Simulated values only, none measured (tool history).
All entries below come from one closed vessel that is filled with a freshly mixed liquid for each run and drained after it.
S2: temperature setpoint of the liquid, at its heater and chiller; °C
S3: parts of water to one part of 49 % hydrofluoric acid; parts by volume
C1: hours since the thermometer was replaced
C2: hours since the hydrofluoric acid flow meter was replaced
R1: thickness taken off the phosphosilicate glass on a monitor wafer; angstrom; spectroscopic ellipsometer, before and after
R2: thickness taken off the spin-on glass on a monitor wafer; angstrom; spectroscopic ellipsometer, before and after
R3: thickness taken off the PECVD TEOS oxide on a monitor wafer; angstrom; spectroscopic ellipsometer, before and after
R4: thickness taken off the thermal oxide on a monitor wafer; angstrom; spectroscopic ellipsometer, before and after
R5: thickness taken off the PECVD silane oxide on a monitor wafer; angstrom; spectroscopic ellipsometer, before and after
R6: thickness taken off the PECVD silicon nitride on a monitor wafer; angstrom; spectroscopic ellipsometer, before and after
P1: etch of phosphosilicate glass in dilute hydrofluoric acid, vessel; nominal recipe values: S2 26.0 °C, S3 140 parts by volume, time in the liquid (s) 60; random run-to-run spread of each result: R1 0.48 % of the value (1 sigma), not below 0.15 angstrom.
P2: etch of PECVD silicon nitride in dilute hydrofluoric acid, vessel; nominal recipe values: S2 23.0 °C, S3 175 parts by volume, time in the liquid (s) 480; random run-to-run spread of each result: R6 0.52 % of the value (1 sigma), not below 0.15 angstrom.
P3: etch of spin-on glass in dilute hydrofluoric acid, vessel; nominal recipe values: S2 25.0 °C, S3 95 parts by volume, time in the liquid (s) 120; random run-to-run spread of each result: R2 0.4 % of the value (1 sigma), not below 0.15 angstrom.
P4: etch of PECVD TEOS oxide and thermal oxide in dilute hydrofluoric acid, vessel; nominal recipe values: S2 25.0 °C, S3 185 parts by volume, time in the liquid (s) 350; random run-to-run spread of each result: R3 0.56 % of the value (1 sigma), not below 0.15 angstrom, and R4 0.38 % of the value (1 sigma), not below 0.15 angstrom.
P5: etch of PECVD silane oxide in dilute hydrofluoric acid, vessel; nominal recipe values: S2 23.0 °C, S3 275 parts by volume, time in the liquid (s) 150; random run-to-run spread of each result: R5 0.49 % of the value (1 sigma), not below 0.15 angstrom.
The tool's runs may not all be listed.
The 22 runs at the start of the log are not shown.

{"run": 23, "hour": 171.1, "process that ran": "P5", "S2": 23.0, "S3": 380, "time in the liquid (s)": 150, "C1": 1453.6, "C2": 883.2, "R5": 79.211}
{"run": 24, "hour": 178.0, "process that ran": "P1", "S2": 26.0, "S3": 205, "time in the liquid (s)": 100, "C1": 1460.5, "C2": 890.1, "R1": 795.57}
{"run": 25, "hour": 189.3, "process that ran": "P1", "S2": 26.0, "S3": 140, "time in the liquid (s)": 60, "C1": 1471.8, "C2": 901.4, "R1": 751.44}
{"run": 26, "hour": 195.9, "process that ran": "P1", "S2": 30.5, "S3": 140, "time in the liquid (s)": 60, "C1": 1478.4, "C2": 908.0, "R1": 882.55}
{"run": 27, "hour": 204.6, "process that ran": "P5", "S2": 17.0, "S3": 275, "time in the liquid (s)": 150, "C1": 1487.1, "C2": 916.7, "R5": 96.69}
{"run": 28, "hour": 212.9, "process that ran": "P4", "S2": 31.5, "S3": 185, "time in the liquid (s)": 350, "C1": 1495.4, "C2": 925.0, "R3": 528.26, "R4": 108.73}
{"run": 29, "hour": 224.0, "process that ran": "P4", "S2": 25.0, "S3": 185, "time in the liquid (s)": 350, "C1": 1506.5, "C2": 936.1, "R3": 418.94, "R4": 86.784}
{"run": 30, "hour": 231.6, "process that ran": "P5", "S2": 23.0, "S3": 275, "time in the liquid (s)": 150, "C1": 1514.1, "C2": 943.7, "R5": 121.32}
{"run": 31, "hour": 237.2, "process that ran": "P3", "S2": 32.0, "S3": 95, "time in the liquid (s)": 120, "C1": 1519.7, "C2": 949.3, "R2": 692.03}
{"run": 32, "hour": 244.2, "process that ran": "P1", "S2": 26.0, "S3": 195, "time in the liquid (s)": 30, "C1": 1526.7, "C2": 956.3, "R1": 253.1}
{"run": 33, "hour": 252.3, "process that ran": "P1", "S2": 26.0, "S3": 140, "time in the liquid (s)": 60, "C1": 1534.8, "C2": 964.4, "R1": 751.64}

Predict the results of run 34:
{"run": 34, "hour": 260.8, "process that ran": "P1", "S2": 26.0, "S3": 140, "time in the liquid (s)": 60, "C1": 1543.3, "C2": 972.9, "R1": "?"}

R1: 775.95 angstrom

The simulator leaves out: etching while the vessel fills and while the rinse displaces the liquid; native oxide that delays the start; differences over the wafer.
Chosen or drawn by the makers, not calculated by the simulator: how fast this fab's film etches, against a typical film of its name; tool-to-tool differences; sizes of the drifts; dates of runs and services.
